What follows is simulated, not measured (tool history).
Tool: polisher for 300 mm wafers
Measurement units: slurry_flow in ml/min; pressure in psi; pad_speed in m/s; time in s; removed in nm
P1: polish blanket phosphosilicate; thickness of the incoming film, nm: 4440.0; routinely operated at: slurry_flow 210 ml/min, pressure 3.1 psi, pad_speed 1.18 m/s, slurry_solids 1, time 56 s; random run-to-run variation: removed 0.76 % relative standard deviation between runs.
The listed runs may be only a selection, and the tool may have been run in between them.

run   hour  slurry_flow  pressure  pad_speed  slurry_solids  time  wafers polished on this pad  hours since the slurry nozzle was cleaned  hours since the head pressure was calibrated  hours since the slurry blender was calibrated  hours since the conditioning disc was replaced  removed
  1   13.9          210       3.1       1.18              1    56                          928                                      342.4                                         277.9                                           69.9                                              48      559
  2   26.5          210       3.1       1.18            1.4    56                         1054                                        355                                         290.5                                           82.5                                            60.6   644.06
  3   36.2          210       3.1       1.18              1    56                         1151                                      364.7                                         300.2                                           92.2                                            70.3   566.95
  4   51.1          210       3.1       1.18              1    56                         1300                                      379.6                                         315.1                                          107.1                                            85.2   566.44
  5   66.6          210       3.1       1.18            0.5    56                         1455                                      395.1                                         330.6                                          122.6                                           100.7   389.03
  6   83.8          210       3.1       1.18              1    25                         1627                                      412.3                                         347.8                                          139.8                                           117.9    251.2
  7    101          150       3.1       1.18              1    56                         1799                                      429.5                                           365                                            157                                           135.1   529.33
  8  110.1          210       3.1       1.18              1    85                         1890                                      438.6                                         374.1                                          166.1                                           144.2   852.69
  9  118.8          210       3.1       1.18              1    56                         1977                                      447.3                                         382.8                                          174.8                                           152.9   570.93
 10  131.9          210       3.1       1.18              1    56                         2108                                      460.4                                         395.9                                          187.9                                             166   561.55
     144.6  -- conditioning disc replaced and pad reconditioned
 11  150.3          210       3.1       1.62              1    56                         2292                                      478.8                                         414.3                                          206.3                                             5.8    737.1
 12  164.7          210       3.1       0.56              1    56                         2436                                      493.2                                         428.7                                          220.7                                            20.2   312.23
 13  174.4          330       3.1       1.18              1    56                         2533                                      502.9                                         438.4                                          230.4                                            29.9   586.55
     175.9  -- slurry blender recalibrated
 14  186.1          210       3.1        1.5              1    78                         2650                                      514.6                                         450.1                                           10.3                                            41.6   952.24
 15  199.4          210       1.4       1.18              1    56                         2783                                      527.9                                         463.4                                           23.6                                            54.9   254.83
 16  209.5          210       4.4       1.18              1    56                         2883                                        538                                         473.5                                           33.7                                              65   786.72
 17  227.9          210       3.1       1.18              1    56                         3067                                      556.4                                         491.9                                           52.1                                            83.4   558.55
 18  244.3          210       3.1       1.18            0.8    81                         3231                                      572.8                                         508.3                                           68.5                                            99.8   741.89
 19  260.8          210       3.1       1.18              1    56                         3396                                      589.3                                         524.8                                             85                                           116.3   563.03
 20  277.2          210       3.1       1.18              1    56                         3560                                      605.7                                         541.2                                          101.4                                           132.7   533.36
 21  288.6          210       3.1       1.18              1    56                         3674                                      617.1                                         552.6                                          112.8                                           144.1   527.87
 22  298.3          210       3.1       1.18              1    56                         3771                                      626.8                                         562.3                                          122.5                                           153.8   518.45
 23  306.4          210       3.1       1.18              1    56                         3852                                      634.9                                         570.4                                          130.6                                           161.9   518.71
     317.5  -- slurry nozzle cleaned
 24  322.6          210       3.1       1.18              1    56                         4014                                        5.1                                         586.6                                          146.8                                           178.1   504.11
       328  -- head pressure recalibrated
     335.4  -- conditioning disc replaced and pad reconditioned
 25  338.1          210       3.1       1.18              1    56                         4169                                       20.6                                          10.1                                          162.3                                             2.8   500.17
 26  354.1          210       3.1       1.18              1    56                         4329                                       36.6                                          26.1                                          178.3                                            18.8   503.33
 27  372.1          210       3.1       1.18              1    56                         4509                                       54.6                                          44.1                                          196.3                                            36.8   500.01

Compared with where it was, what P1 gives has crept away. Each cause listed below fits the log as well as the rest, at the size given for it:
A: abrasive missing from the slurry, % = 20.9
B: removal rate lost through wear of the pad, % = 10.7
The process output started creeping at around hour 260.8.
What rules out each remaining cause:
slurry flow missing at the pad, %: was serviced at hour 317.5, once the creep was under way, yet the earlier output never came back
head's pressure below its setpoint, %: was serviced at hour 328, once the creep was under way, yet the earlier output never came back
time polished since the conditioner stopped cutting, s: was serviced at hour 335.4, once the creep was under way, yet the earlier output never came back

Below are 4 check runs, each averaged over 3 wafers, with their results shown as question marks. Which of them would give clearly different results depending on which cause is behind the drift?
check 1  390.1          210       3.1       1.18           0.55    56                                                                                                                                                                                                                             ?
check 2  390.1          330       3.1       1.18              1    75                                                                                                                                                                                                                             ?
check 3  390.1          210       3.1        0.6              1    78                                                                                                                                                                                                                             ?
check 4  390.1          210       1.4       1.18              1    56                                                                                                                                                                                                                             ?

What every check run would give for each of its results, assuming each possible cause in turn:
  check   result    if A    if B
check 1  removed   353.7  366.13
check 2  removed  704.53  704.71
check 3  removed  407.17  407.27
check 4  removed  226.79  226.84
Per-check spread between the two closest causes, in the result where they differ most: check 1 3.45 %; check 2 0.03 %; check 3 0.03 %; check 4 0.03 %
The other checks would show nearly matching results whichever cause is true, so check 1 is the only one that separates the causes.

After running check 1, the following was obtained: removed 355.33 nm. Which cause does this point to?

It was cause A: abrasive missing from the slurry, %.
